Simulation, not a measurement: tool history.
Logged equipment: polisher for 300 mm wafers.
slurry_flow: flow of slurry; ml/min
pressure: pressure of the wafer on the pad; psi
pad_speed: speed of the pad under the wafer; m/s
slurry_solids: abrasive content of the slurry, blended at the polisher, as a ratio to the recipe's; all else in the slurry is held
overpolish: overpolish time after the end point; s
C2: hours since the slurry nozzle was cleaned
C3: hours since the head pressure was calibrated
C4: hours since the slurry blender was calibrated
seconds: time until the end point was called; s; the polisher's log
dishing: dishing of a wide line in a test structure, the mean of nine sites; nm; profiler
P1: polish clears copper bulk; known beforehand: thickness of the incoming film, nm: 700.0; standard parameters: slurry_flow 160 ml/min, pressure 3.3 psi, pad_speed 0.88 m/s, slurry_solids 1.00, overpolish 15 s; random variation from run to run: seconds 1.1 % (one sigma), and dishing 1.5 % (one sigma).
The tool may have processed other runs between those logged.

{"run": 1, "hour": 4.9, "slurry_flow": 160, "pressure": 3.3, "pad_speed": 0.88, "slurry_solids": 1.0, "overpolish": 15, "wafers polished on this pad": 149, "C2": 237.4, "C3": 285.3, "C4": 42.4, "seconds": 90.343, "dishing": 58.003}
{"run": 2, "hour": 10.0, "slurry_flow": 160, "pressure": 3.3, "pad_speed": 1.32, "slurry_solids": 1.0, "overpolish": 23, "wafers polished on this pad": 200, "C2": 242.5, "C3": 290.4, "C4": 47.5, "seconds": 60.859, "dishing": 83.501}
{"run": 3, "hour": 14.2, "slurry_flow": 160, "pressure": 3.3, "pad_speed": 0.88, "slurry_solids": 1.0, "overpolish": 4, "wafers polished on this pad": 242, "C2": 246.7, "C3": 294.6, "C4": 51.7, "seconds": 92.107, "dishing": 22.489}
{"run": 4, "hour": 21.5, "slurry_flow": 160, "pressure": 3.3, "pad_speed": 0.88, "slurry_solids": 1.5, "overpolish": 15, "wafers polished on this pad": 316, "C2": 254.0, "C3": 301.9, "C4": 59.0, "seconds": 82.303, "dishing": 63.313}
{"run": 5, "hour": 26.2, "slurry_flow": 95, "pressure": 3.3, "pad_speed": 0.88, "slurry_solids": 1.0, "overpolish": 15, "wafers polished on this pad": 363, "C2": 258.7, "C3": 306.6, "C4": 63.7, "seconds": 99.15, "dishing": 55.927}
{"run": 6, "hour": 33.5, "slurry_flow": 160, "pressure": 3.3, "pad_speed": 0.88, "slurry_solids": 1.0, "overpolish": 15, "wafers polished on this pad": 436, "C2": 266.0, "C3": 313.9, "C4": 71.0, "seconds": 90.005, "dishing": 58.24}
{"run": 7, "hour": 42.5, "slurry_flow": 160, "pressure": 3.3, "pad_speed": 0.88, "slurry_solids": 1.0, "overpolish": 15, "wafers polished on this pad": 526, "C2": 275.0, "C3": 322.9, "C4": 80.0, "seconds": 92.619, "dishing": 58.973}
{"run": 8, "hour": 47.5, "slurry_flow": 160, "pressure": 3.3, "pad_speed": 0.52, "slurry_solids": 1.0, "overpolish": 15, "wafers polished on this pad": 577, "C2": 280.0, "C3": 327.9, "C4": 85.0, "seconds": 151.33, "dishing": 42.623}
{"run": 9, "hour": 52.0, "slurry_flow": 160, "pressure": 3.3, "pad_speed": 1.24, "slurry_solids": 1.0, "overpolish": 15, "wafers polished on this pad": 622, "C2": 284.5, "C3": 332.4, "C4": 89.5, "seconds": 64.093, "dishing": 72.098}
{"run": 10, "hour": 60.2, "slurry_flow": 160, "pressure": 3.3, "pad_speed": 0.88, "slurry_solids": 1.0, "overpolish": 15, "wafers polished on this pad": 704, "C2": 292.7, "C3": 340.6, "C4": 97.7, "seconds": 91.219, "dishing": 59.778}
{"run": 11, "hour": 64.5, "slurry_flow": 160, "pressure": 3.3, "pad_speed": 0.88, "slurry_solids": 1.0, "overpolish": 15, "wafers polished on this pad": 747, "C2": 297.0, "C3": 344.9, "C4": 102.0, "seconds": 89.831, "dishing": 58.558}
{"run": 12, "hour": 71.1, "slurry_flow": 160, "pressure": 3.3, "pad_speed": 0.88, "slurry_solids": 1.0, "overpolish": 26, "wafers polished on this pad": 814, "C2": 303.6, "C3": 351.5, "C4": 108.6, "seconds": 90.926, "dishing": 75.903}
{"hour": 77.7, "done": "slurry blender recalibrated"}
{"run": 13, "hour": 79.4, "slurry_flow": 160, "pressure": 3.3, "pad_speed": 0.88, "slurry_solids": 1.0, "overpolish": 15, "wafers polished on this pad": 897, "C2": 311.9, "C3": 359.8, "C4": 1.8, "seconds": 90.465, "dishing": 60.732}
{"run": 14, "hour": 87.7, "slurry_flow": 160, "pressure": 5.2, "pad_speed": 0.88, "slurry_solids": 1.0, "overpolish": 15, "wafers polished on this pad": 980, "C2": 320.2, "C3": 368.1, "C4": 10.1, "seconds": 57.518, "dishing": 78.231}
{"hour": 89.1, "done": "head pressure recalibrated"}
{"run": 15, "hour": 96.4, "slurry_flow": 160, "pressure": 3.3, "pad_speed": 0.88, "slurry_solids": 0.6, "overpolish": 15, "wafers polished on this pad": 1068, "C2": 328.9, "C3": 7.3, "C4": 18.8, "seconds": 102.45, "dishing": 57.642}
{"run": 16, "hour": 102.6, "slurry_flow": 160, "pressure": 1.5, "pad_speed": 0.88, "slurry_solids": 1.0, "overpolish": 15, "wafers polished on this pad": 1130, "C2": 335.1, "C3": 13.5, "C4": 25.0, "seconds": 200.16, "dishing": 34.203}
{"run": 17, "hour": 108.6, "slurry_flow": 160, "pressure": 3.3, "pad_speed": 0.56, "slurry_solids": 1.0, "overpolish": 8, "wafers polished on this pad": 1190, "C2": 341.1, "C3": 19.5, "C4": 31.0, "seconds": 144.21, "dishing": 27.691}
{"run": 18, "hour": 118.0, "slurry_flow": 215, "pressure": 3.3, "pad_speed": 0.88, "slurry_solids": 1.25, "overpolish": 15, "wafers polished on this pad": 1285, "C2": 350.5, "C3": 28.9, "C4": 40.4, "seconds": 83.862, "dishing": 62.187}
{"run": 19, "hour": 127.3, "slurry_flow": 160, "pressure": 3.3, "pad_speed": 0.88, "slurry_solids": 1.0, "overpolish": 15, "wafers polished on this pad": 1378, "C2": 359.8, "C3": 38.2, "C4": 49.7, "seconds": 90.74, "dishing": 58.355}
{"run": 20, "hour": 132.4, "slurry_flow": 210, "pressure": 3.3, "pad_speed": 0.88, "slurry_solids": 1.0, "overpolish": 15, "wafers polished on this pad": 1429, "C2": 364.9, "C3": 43.3, "C4": 54.8, "seconds": 86.982, "dishing": 61.12}
{"run": 21, "hour": 139.7, "slurry_flow": 160, "pressure": 3.3, "pad_speed": 0.88, "slurry_solids": 1.0, "overpolish": 15, "wafers polished on this pad": 1502, "C2": 372.2, "C3": 50.6, "C4": 62.1, "seconds": 89.779, "dishing": 58.429}
{"run": 22, "hour": 147.0, "slurry_flow": 160, "pressure": 3.3, "pad_speed": 0.88, "slurry_solids": 1.0, "overpolish": 15, "wafers polished on this pad": 1576, "C2": 379.5, "C3": 57.9, "C4": 69.4, "seconds": 95.635, "dishing": 57.221}
{"run": 23, "hour": 151.6, "slurry_flow": 160, "pressure": 3.3, "pad_speed": 0.88, "slurry_solids": 1.0, "overpolish": 15, "wafers polished on this pad": 1622, "C2": 384.1, "C3": 62.5, "C4": 74.0, "seconds": 99.71, "dishing": 58.251}
{"run": 24, "hour": 158.3, "slurry_flow": 160, "pressure": 3.3, "pad_speed": 0.88, "slurry_solids": 1.0, "overpolish": 15, "wafers polished on this pad": 1689, "C2": 390.8, "C3": 69.2, "C4": 80.7, "seconds": 98.193, "dishing": 56.605}
{"run": 25, "hour": 162.9, "slurry_flow": 160, "pressure": 3.3, "pad_speed": 0.88, "slurry_solids": 1.0, "overpolish": 15, "wafers polished on this pad": 1735, "C2": 395.4, "C3": 73.8, "C4": 85.3, "seconds": 99.676, "dishing": 55.259}
{"hour": 163.3, "done": "slurry blender recalibrated"}
{"hour": 164.9, "done": "head pressure recalibrated"}
{"run": 26, "hour": 170.0, "slurry_flow": 160, "pressure": 3.3, "pad_speed": 0.88, "slurry_solids": 1.0, "overpolish": 15, "wafers polished on this pad": 1807, "C2": 402.5, "C3": 5.1, "C4": 6.8, "seconds": 100.88, "dishing": 57.745}
{"run": 27, "hour": 174.6, "slurry_flow": 160, "pressure": 3.3, "pad_speed": 0.88, "slurry_solids": 1.0, "overpolish": 15, "wafers polished on this pad": 1853, "C2": 407.1, "C3": 9.7, "C4": 11.4, "seconds": 101.31, "dishing": 55.881}

The output of P1 has drifted from where it used to be. Each of the 2 causes below, taken at the size shown beside it, accounts for the log equally well:
A: slurry flow missing at the pad, % = 39.3
B: removal rate lost through wear of the pad, % = 9.78
The onset of the drift is placed at about hour 139.7.
Every other cause this tool's parts could produce, and why it does not fit the log:
head's pressure below its setpoint, %: serviced at hour 164.9, which brought nothing back
abrasive missing from the slurry, %: serviced at hour 163.3, which brought nothing back

The list below offers 4 check runs, each averaging the results of 3 wafers, and shows each result as a question mark. For which of them would the listed causes give clearly different results?
{"run": "check 1", "hour": 179.2, "slurry_flow": 160, "pressure": 3.3, "pad_speed": 0.66, "slurry_solids": 1.0, "overpolish": 4, "seconds": "?", "dishing": "?"}
{"run": "check 2", "hour": 179.2, "slurry_flow": 100, "pressure": 5.1, "pad_speed": 0.88, "slurry_solids": 1.0, "overpolish": 15, "seconds": "?", "dishing": "?"}
{"run": "check 3", "hour": 179.2, "slurry_flow": 160, "pressure": 3.3, "pad_speed": 0.88, "slurry_solids": 1.0, "overpolish": 4, "seconds": "?", "dishing": "?"}
{"run": "check 4", "hour": 179.2, "slurry_flow": 160, "pressure": 3.3, "pad_speed": 1.22, "slurry_solids": 1.5, "overpolish": 15, "seconds": "?", "dishing": "?"}

Predicted outcomes, by check and by cause:
check=check_1 result=seconds if_A=134.160 if_B=134.150
check=check_1 result=dishing if_A=15.755 if_B=15.756
check=check_2 result=seconds if_A=75.510 if_B=71.635
check=check_2 result=dishing if_A=68.702 if_B=70.634
check=check_3 result=seconds if_A=100.620 if_B=100.610
check=check_3 result=dishing if_A=20.383 if_B=20.385
check=check_4 result=seconds if_A=66.403 if_B=66.395
check=check_4 result=dishing if_A=69.887 if_B=69.890
Per-check spread between the two closest causes, in the result where they differ most: check 1 0.01 %; check 2 5.27 %; check 3 0.01 %; check 4 0.01 %
Of the check runs offered, only check 2 discriminates between the causes; the rest would read about the same regardless of which cause applies.

Check 2 was then run and gave: seconds 70.678 s; dishing 70.473 nm. Which cause is it?

The cause is B: removal rate lost through wear of the pad, %.

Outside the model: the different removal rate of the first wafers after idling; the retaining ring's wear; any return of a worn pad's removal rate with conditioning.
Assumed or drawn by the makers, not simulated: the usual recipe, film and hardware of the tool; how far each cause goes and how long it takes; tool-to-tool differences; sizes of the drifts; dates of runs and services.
